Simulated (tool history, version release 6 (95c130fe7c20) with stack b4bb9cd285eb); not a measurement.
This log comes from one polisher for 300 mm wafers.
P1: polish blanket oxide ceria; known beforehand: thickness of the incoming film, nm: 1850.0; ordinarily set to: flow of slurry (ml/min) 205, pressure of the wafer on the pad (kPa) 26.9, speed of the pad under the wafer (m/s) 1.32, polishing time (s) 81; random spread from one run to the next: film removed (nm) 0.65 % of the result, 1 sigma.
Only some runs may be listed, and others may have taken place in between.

run   hour  flow of slurry (ml/min)  pressure of the wafer on the pad (kPa)  speed of the pad under the wafer (m/s)  polishing time (s)  film removed (nm)
  1    6.4                      205                                    26.9                                    1.32                  81              522.5
  2   12.5                      205                                    26.9                                    2.06                  81             828.09
  3   16.8                      205                                    26.9                                    1.32                  81              526.6
  4   23.3                      205                                    26.9                                    1.32                  36             232.18
  5   31.1                      205                                    26.9                                    1.32                  81             519.24
  6   37.9                      125                                    26.9                                    1.32                  81             483.61
  7   42.5                      205                                    12.4                                    1.32                  81             240.39
  8   48.5                      205                                    26.9                                    1.32                  81             520.55
  9   56.2                      205                                    26.9                                    1.32                 119              766.4
 10     61                      275                                    26.9                                    1.32                  81             539.44
 11   66.5                      205                                    26.9                                    0.98                  81             386.73
 12   72.9                      205                                    26.9                                    1.32                  81             525.26
 13   77.3                      205                                    35.2                                    1.02                  81             524.87
 14   83.4                      205                                    42.7                                    1.32                  81             827.27
 15   87.8                      205                                    26.9                                    1.32                  81             524.07
 16   95.1                      205                                    26.9                                    1.32                  81             507.92
 17    101                      205                                    26.9                                    1.32                  81             500.28
     104.7  -- head pressure recalibrated
 18  104.9                      205                                    26.9                                    1.32                  81              503.1
 19  108.7                      205                                    26.9                                    1.32                  81             492.52
 20  113.7                      205                                    26.9                                    1.32                  81             490.55
 21  118.4                      205                                    26.9                                    1.32                  81             495.64
 22    124                      205                                    26.9                                    1.32                  81             485.15
 23  129.3                      205                                    26.9                                    1.32                  81             492.03

Something has made what P1 gives creep away from where it was; the 2 causes below, each at its own stated size, fit the log equally well:
A: removal rate lost through wear of the pad, % = 6.24
B: slurry flow missing at the pad, % = 33.6
Onset of the creep was near hour 87.8.
Why every other cause is out:
head's pressure below its setpoint, %: maintenance at hour 104.7, after the shift began, did not return the process to its former output

4 check runs are offered, each on 2 wafers whose results are averaged, their results left as question marks. Which one tells the causes apart?
check 1  134.6                      205                                    26.9                                    2.02                  99                  ?
check 2  134.6                      205                                    13.1                                    1.32                  62                  ?
check 3  134.6                      125                                    26.9                                    1.32                  53                  ?
check 4  134.6                      205                                    26.9                                    1.32                  38                  ?

Outcome of each check run for each possible cause:
  check             result    if A    if B
check 1  film removed (nm)  917.37  917.29
check 2  film removed (nm)   182.9  182.88
check 3  film removed (nm)  295.87  285.26
check 4  film removed (nm)   230.1  230.08
Gap, in per cent, between the two causes that each check separates least, read from the result that separates them most: check 1 0.01 %; check 2 0.01 %; check 3 3.65 %; check 4 0.01 %
Only in check 3 would the causes give clearly different results; in the remaining checks their results would be nearly the same.

The results of check 3 are: film removed (nm) 287.37. Based on these, which of the listed causes is it?

The correct cause is B, namely: slurry flow missing at the pad, %.

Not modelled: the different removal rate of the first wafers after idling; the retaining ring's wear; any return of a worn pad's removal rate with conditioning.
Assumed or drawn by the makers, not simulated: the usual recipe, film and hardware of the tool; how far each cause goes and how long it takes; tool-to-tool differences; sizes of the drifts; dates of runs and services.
